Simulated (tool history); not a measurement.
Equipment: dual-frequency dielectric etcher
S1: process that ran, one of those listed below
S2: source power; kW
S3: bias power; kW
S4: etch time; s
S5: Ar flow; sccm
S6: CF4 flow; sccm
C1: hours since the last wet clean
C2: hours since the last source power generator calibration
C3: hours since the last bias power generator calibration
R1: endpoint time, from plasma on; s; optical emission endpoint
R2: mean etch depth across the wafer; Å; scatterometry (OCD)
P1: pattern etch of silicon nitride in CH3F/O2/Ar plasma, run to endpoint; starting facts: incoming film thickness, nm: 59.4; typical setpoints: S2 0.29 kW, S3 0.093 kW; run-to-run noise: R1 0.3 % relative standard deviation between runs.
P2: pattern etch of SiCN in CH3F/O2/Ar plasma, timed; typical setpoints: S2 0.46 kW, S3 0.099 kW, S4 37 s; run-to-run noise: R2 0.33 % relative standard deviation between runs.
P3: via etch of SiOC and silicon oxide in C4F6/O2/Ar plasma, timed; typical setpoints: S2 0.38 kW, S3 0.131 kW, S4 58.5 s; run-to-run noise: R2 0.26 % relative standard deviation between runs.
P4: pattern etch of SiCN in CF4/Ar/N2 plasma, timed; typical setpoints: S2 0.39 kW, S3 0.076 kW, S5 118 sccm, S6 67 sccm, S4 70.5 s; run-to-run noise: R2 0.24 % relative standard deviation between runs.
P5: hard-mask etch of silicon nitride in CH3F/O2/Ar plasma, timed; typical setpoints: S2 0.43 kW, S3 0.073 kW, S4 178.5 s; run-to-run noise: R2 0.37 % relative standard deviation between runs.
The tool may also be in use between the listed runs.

run	hour	S1	S2	S3	S4	S5	S6	C1	C2	C3	R1	R2
1	15	P1	0.29	0.093				186.4	802.4	2682.9	90.308	
2	28.8	P1	0.29	0.126				200.2	816.2	2696.7	80.382	
3	45.4	P3	0.38	0.089	58.5			216.8	832.8	2713.3		519.89
4	54.1	P5	0.43	0.1	178.5			225.5	841.5	2722		1421.6
5	70.3	P5	0.61	0.073	178.5			241.7	857.7	2738.2		1445.4
6	80.7	P4	0.39	0.076	70.5	118	49	252.1	868.1	2748.6		496.66
7	89.1	P2	0.46	0.099	51.5			260.5	876.5	2757		227.38
8	101.9	P5	0.43	0.073	259.5			273.3	889.3	2769.8		1843.3
9	111.7	P3	0.38	0.131	88			283.1	899.1	2779.6		873.72
10	122	P1	0.35	0.093				293.4	909.4	2789.9	84.091	
11	136.6	P1	0.29	0.069				308	924	2804.5	100.39	
12	147.3	P2	0.46	0.099	37			318.7	934.7	2815.2		163.25
13	163.6	P4	0.39	0.076	91.5	118	67	335	951	2831.5		677.65
14	172.2	P5	0.43	0.073	178.5			343.6	959.6	2840.1		1272
15	182.8	P1	0.29	0.093				354.2	970.2	2850.7	90.443	
# hour 195.6: wet clean of the chamber
16	200.1	P3	0.38	0.131	58.5			4.6	987.5	2868		579.27
17	213.3	P2	0.37	0.099	37			17.8	1000.7	2881.2		150.59
18	223.2	P1	0.29	0.093				27.7	1010.6	2891.1	90.282	
19	232.2	P4	0.54	0.076	70.5	118	67	36.7	1019.6	2900.1		692.3
20	246.8	P4	0.39	0.076	70.5	118	67	51.3	1034.2	2914.7		521.43
21	260.6	P4	0.39	0.045	70.5	118	67	65.1	1048	2928.5		433.11

Run 22 has not been measured yet. What should we expect?
22	278.6	P1	0.29	0.093				83.1	1066	2946.5	?	

Logged for run 22: R1 90.498 s.
